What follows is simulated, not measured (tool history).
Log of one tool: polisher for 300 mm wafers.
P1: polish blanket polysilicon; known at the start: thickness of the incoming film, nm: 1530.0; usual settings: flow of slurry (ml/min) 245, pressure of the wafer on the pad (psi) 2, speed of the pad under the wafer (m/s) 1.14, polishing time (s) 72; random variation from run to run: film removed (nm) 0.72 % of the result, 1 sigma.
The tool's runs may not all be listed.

run	hour	flow of slurry (ml/min)	pressure of the wafer on the pad (psi)	speed of the pad under the wafer (m/s)	polishing time (s)	film removed (nm)
1	7.2	245	2	1.14	72	509.26
2	13.4	245	2.9	0.62	72	410.06
3	19.8	145	2	1.14	72	478.36
4	25.2	245	2	0.52	72	236.73
5	33.4	245	2	1.14	72	513.54
6	38.7	245	2	1.14	72	521.79
7	45.7	245	2	1.14	113	813.24
8	51	245	2	1.14	72	511.37
9	57.6	245	2	1.14	72	517.62
10	68.3	245	2	1.14	72	511.21
11	76	370	3	1.14	72	805.97
12	86	245	2	1.72	72	784.02
13	96.7	245	2.6	1.14	72	665.88
14	106	380	2	1.14	72	532.96
15	116.8	245	1.2	1.14	72	309.79
16	125.9	245	2	1.14	32	228.02
17	136.3	350	2	0.82	72	385.48
18	145.6	245	2	1.14	72	520.11
19	151.2	245	2	1.14	72	510.17
20	160.9	245	2	1.14	72	511.58
21	166	245	2	1.14	72	495.57
22	174.6	245	2	1.14	72	498.78
# hour 179.9: worn pad replaced by a new one
23	182.4	245	2	1.14	72	492.23
24	192.1	245	2	1.14	72	498.83
25	203.2	245	2	1.14	72	488.49
26	210	245	2	1.14	72	492.37
27	217.7	245	2	1.14	72	492.33
28	227.2	245	2	1.14	72	485.33
29	235.4	245	2	1.14	72	483.11

What P1 gives has crept away from where it was. These 2 causes fit the log equally well, each at the size given:
A: slurry flow missing at the pad, % = 34
B: head's pressure below its setpoint, % = 5.37
The creep began at about hour 145.6.
Why every other cause is out:
removal rate lost through wear of the pad, %: serviced at hour 179.9, which brought nothing back

4 check runs are offered, each on 3 wafers whose results are averaged, their results left as question marks. Which one tells the causes apart?
check 1	243.6	245	2	0.58	38	?
check 2	243.6	145	2	1.14	108	?
check 3	243.6	245	2.5	1.14	72	?
check 4	243.6	245	2	0.8	72	?

What each check would give under each cause:
check	result	if A	if B
check 1	film removed (nm)	131.2	131.19
check 2	film removed (nm)	658.05	680.91
check 3	film removed (nm)	610.74	610.69
check 4	film removed (nm)	342.87	342.84
How far apart the two closest causes lie, in the result that separates them most: check 1 0.01 %; check 2 3.41 %; check 3 0.01 %; check 4 0.01 %
Only check 2 tells the causes apart: in the others they would give nearly the same result.

Then check 2 was run and gave: film removed (nm) 658.43. Which cause is it?

It is A: slurry flow missing at the pad, %.
